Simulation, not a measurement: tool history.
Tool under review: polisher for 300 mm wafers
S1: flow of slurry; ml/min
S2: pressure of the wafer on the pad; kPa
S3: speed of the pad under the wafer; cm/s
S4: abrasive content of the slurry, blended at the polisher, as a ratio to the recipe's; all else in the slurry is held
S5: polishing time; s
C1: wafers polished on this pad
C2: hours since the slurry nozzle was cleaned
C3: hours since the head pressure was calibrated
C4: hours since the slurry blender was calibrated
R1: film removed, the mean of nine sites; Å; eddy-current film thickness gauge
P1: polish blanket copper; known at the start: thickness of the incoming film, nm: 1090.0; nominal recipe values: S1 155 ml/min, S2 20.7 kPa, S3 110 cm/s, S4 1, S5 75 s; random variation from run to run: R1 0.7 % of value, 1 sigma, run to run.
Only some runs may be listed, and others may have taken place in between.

run 1 hour=9.9 | S1=155 S2=20.7 S3=110 S4=1 S5=75 | C1=473 C2=361.6 C3=255 C4=225.9 | R1=2077.3
run 2 hour=21.4 | S1=155 S2=20.7 S3=110 S4=1 S5=75 | C1=594 C2=373.1 C3=266.5 C4=237.4 | R1=2074.3
run 3 hour=32.6 | S1=155 S2=20.7 S3=110 S4=0.65 S5=37 | C1=711 C2=384.3 C3=277.7 C4=248.6 | R1=918.31
run 4 hour=49.4 | S1=155 S2=20.7 S3=110 S4=0.5 S5=75 | C1=887 C2=401.1 C3=294.5 C4=265.4 | R1=1803.4
run 5 hour=61 | S1=155 S2=27.6 S3=110 S4=1 S5=75 | C1=1008 C2=412.7 C3=306.1 C4=277 | R1=2755.3
-- hour=71.4 slurry blender recalibrated
run 6 hour=78.1 | S1=155 S2=20.7 S3=110 S4=1 S5=34 | C1=1187 C2=429.8 C3=323.2 C4=6.7 | R1=943.79
-- hour=84.1 head pressure recalibrated
run 7 hour=88.3 | S1=155 S2=20.7 S3=110 S4=1 S5=75 | C1=1294 C2=440 C3=4.3 C4=16.9 | R1=2078.9
run 8 hour=101.8 | S1=155 S2=9.7 S3=110 S4=1 S5=75 | C1=1435 C2=453.5 C3=17.8 C4=30.4 | R1=960.84
run 9 hour=117.5 | S1=155 S2=20.7 S3=154 S4=1 S5=75 | C1=1600 C2=469.2 C3=33.5 C4=46.1 | R1=2895.8
run 10 hour=128.1 | S1=155 S2=20.7 S3=54 S4=1 S5=75 | C1=1710 C2=479.8 C3=44.1 C4=56.7 | R1=1006
run 11 hour=141 | S1=155 S2=20.7 S3=110 S4=1.45 S5=75 | C1=1845 C2=492.7 C3=57 C4=69.6 | R1=2240
run 12 hour=156.4 | S1=105 S2=20.7 S3=110 S4=1 S5=75 | C1=2007 C2=508.1 C3=72.4 C4=85 | R1=1916.9
run 13 hour=170.2 | S1=155 S2=20.7 S3=110 S4=1 S5=115 | C1=2151 C2=521.9 C3=86.2 C4=98.8 | R1=3189
-- hour=179.9 slurry nozzle cleaned
run 14 hour=185.7 | S1=235 S2=20.7 S3=110 S4=1 S5=75 | C1=2313 C2=5.8 C3=101.7 C4=114.3 | R1=2188.2
run 15 hour=203 | S1=155 S2=20.7 S3=110 S4=1 S5=75 | C1=2494 C2=23.1 C3=119 C4=131.6 | R1=2056.2
run 16 hour=215.4 | S1=155 S2=20.7 S3=110 S4=1 S5=75 | C1=2624 C2=35.5 C3=131.4 C4=144 | R1=2089.4
run 17 hour=227.7 | S1=155 S2=20.7 S3=110 S4=1 S5=75 | C1=2753 C2=47.8 C3=143.7 C4=156.3 | R1=2028.8
run 18 hour=239.6 | S1=155 S2=20.7 S3=110 S4=1 S5=75 | C1=2877 C2=59.7 C3=155.6 C4=168.2 | R1=1963
run 19 hour=249.8 | S1=155 S2=20.7 S3=110 S4=1 S5=75 | C1=2984 C2=69.9 C3=165.8 C4=178.4 | R1=1974.8
run 20 hour=265.4 | S1=155 S2=20.7 S3=110 S4=1 S5=75 | C1=3147 C2=85.5 C3=181.4 C4=194 | R1=1924.8
run 21 hour=277.8 | S1=155 S2=20.7 S3=110 S4=1 S5=75 | C1=3277 C2=97.9 C3=193.8 C4=206.4 | R1=1918.5

Forecast run 22:
run 22 hour=289.3 | S1=155 S2=20.7 S3=110 S4=1 S5=75 | C1=3398 C2=109.4 C3=205.3 C4=217.9 | R1=?

{"run 22": {"R1": 1887.5}}

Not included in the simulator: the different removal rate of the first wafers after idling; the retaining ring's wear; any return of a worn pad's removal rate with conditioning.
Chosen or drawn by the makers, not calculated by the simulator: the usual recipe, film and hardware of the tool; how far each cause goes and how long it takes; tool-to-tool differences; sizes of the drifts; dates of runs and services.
